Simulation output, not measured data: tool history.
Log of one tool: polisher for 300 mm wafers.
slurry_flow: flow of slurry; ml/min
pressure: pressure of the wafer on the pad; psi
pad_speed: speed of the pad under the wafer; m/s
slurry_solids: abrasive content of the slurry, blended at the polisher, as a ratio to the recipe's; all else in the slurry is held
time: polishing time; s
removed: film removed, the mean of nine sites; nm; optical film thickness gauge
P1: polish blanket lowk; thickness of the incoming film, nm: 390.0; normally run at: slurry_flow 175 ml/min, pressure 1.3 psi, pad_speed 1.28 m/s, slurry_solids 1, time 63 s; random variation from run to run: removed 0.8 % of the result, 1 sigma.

| run | hour | slurry_flow | pressure | pad_speed | slurry_solids | time | removed |
|---|---|---|---|---|---|---|---|
| 1 | 7 | 175 | 1.3 | 1.28 | 1 | 63 | 24.783 |
| 2 | 16.6 | 175 | 1.3 | 1.28 | 1 | 63 | 24.767 |
| 3 | 23 | 175 | 1.3 | 1.28 | 1 | 63 | 25.229 |
| 4 | 36.7 | 220 | 1.3 | 1.28 | 1 | 81 | 33.381 |
| 5 | 45.5 | 255 | 1.3 | 1.28 | 1 | 63 | 25.96 |
| 6 | 57.4 | 175 | 1.3 | 0.68 | 1 | 63 | 15.246 |
| 7 | 69.6 | 175 | 1.3 | 1.28 | 1 | 63 | 25.385 |
|  | 75.4 | head pressure recalibrated |
| 8 | 77 | 175 | 1.3 | 1.28 | 1 | 63 | 25.089 |
| 9 | 84.1 | 175 | 1.3 | 1.96 | 1 | 96 | 54.05 |
| 10 | 97.3 | 175 | 1.3 | 1.28 | 1.35 | 63 | 28.539 |
| 11 | 109.3 | 175 | 1.3 | 1.28 | 1 | 35 | 13.942 |
| 12 | 121.5 | 175 | 1.3 | 1.28 | 0.5 | 63 | 17.442 |
| 13 | 129.3 | 175 | 1.3 | 1.28 | 0.7 | 94 | 31.154 |
| 14 | 137.3 | 175 | 1.3 | 1.74 | 1 | 63 | 32 |
| 15 | 149.5 | 175 | 1.9 | 1.28 | 1 | 63 | 36.587 |
| 16 | 155.5 | 175 | 0.8 | 1.28 | 1 | 63 | 15.527 |
| 17 | 163 | 175 | 1.3 | 1.28 | 1 | 98 | 39.014 |
| 18 | 176.4 | 105 | 1.3 | 1.28 | 1 | 63 | 22.27 |
| 19 | 189 | 175 | 1.3 | 1.28 | 1 | 63 | 25.05 |

Run 20 comes next. What will it give?
| 20 | 201.5 | 175 | 1.3 | 1.28 | 1 | 63 | ? |

Run 20 gave removed 23.84 nm.
